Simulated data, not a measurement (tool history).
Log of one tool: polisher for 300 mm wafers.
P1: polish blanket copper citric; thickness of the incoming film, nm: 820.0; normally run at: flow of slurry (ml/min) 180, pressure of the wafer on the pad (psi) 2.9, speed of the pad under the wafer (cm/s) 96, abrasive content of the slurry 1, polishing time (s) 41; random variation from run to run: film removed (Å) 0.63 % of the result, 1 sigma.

| run | hour | flow of slurry (ml/min) | pressure of the wafer on the pad (psi) | speed of the pad under the wafer (cm/s) | abrasive content of the slurry | polishing time (s) | film removed (Å) |
|---|---|---|---|---|---|---|---|
| 1 | 8.2 | 180 | 2.9 | 96 | 1 | 41 | 893.53 |
| 2 | 14.7 | 180 | 2.9 | 96 | 1 | 41 | 887.83 |
|  | 18.6 | slurry nozzle cleaned |
| 3 | 20 | 180 | 2.9 | 96 | 1 | 18 | 393.67 |
| 4 | 27.6 | 180 | 2.9 | 96 | 1 | 56 | 1210.2 |
| 5 | 32.4 | 180 | 2.1 | 96 | 0.55 | 41 | 573.49 |
| 6 | 37.2 | 125 | 2.9 | 96 | 0.65 | 41 | 761.13 |
| 7 | 43.2 | 180 | 2.9 | 56 | 1 | 41 | 531.95 |
|  | 46.3 | head pressure recalibrated |
| 8 | 51.1 | 110 | 2.9 | 96 | 1 | 41 | 812.21 |
| 9 | 56.4 | 180 | 2.9 | 96 | 1 | 41 | 887.37 |
| 10 | 64.3 | 180 | 2.9 | 96 | 1.5 | 41 | 968.37 |
| 11 | 70.3 | 180 | 2.9 | 96 | 1 | 41 | 885.81 |
|  | 72 | worn pad replaced by a new one |
| 12 | 78.1 | 180 | 2.9 | 96 | 1 | 41 | 888.71 |
| 13 | 83.3 | 180 | 4.5 | 96 | 1 | 41 | 1380 |
| 14 | 90 | 180 | 2.9 | 150 | 1 | 41 | 1370.5 |
| 15 | 99.3 | 180 | 2.9 | 96 | 1 | 41 | 895.35 |
| 16 | 105.3 | 180 | 1.7 | 96 | 1 | 41 | 525.89 |
| 17 | 109.5 | 290 | 2.9 | 96 | 1 | 41 | 953.33 |
| 18 | 114.1 | 180 | 2.9 | 96 | 0.5 | 41 | 762.78 |
| 19 | 123.6 | 180 | 2.9 | 96 | 1 | 41 | 891.56 |
| 20 | 129.3 | 180 | 2.9 | 96 | 1 | 41 | 876.57 |
| 21 | 138.9 | 180 | 2.9 | 96 | 1 | 41 | 847.84 |
|  | 143.9 | worn pad replaced by a new one |
| 22 | 145 | 180 | 2.9 | 96 | 1 | 41 | 844.06 |
| 23 | 149.5 | 180 | 2.9 | 96 | 1 | 41 | 830.35 |
| 24 | 154.7 | 180 | 2.9 | 96 | 1 | 41 | 826.53 |
|  | 158.8 | head pressure recalibrated |
| 25 | 160.6 | 180 | 2.9 | 96 | 1 | 41 | 827.08 |
| 26 | 165 | 180 | 2.9 | 96 | 1 | 41 | 824.36 |

Forecast run 27:
| 27 | 173.4 | 180 | 2.9 | 96 | 1 | 41 | ? |

{"run 27": {"film removed (Å)": 817.71}}
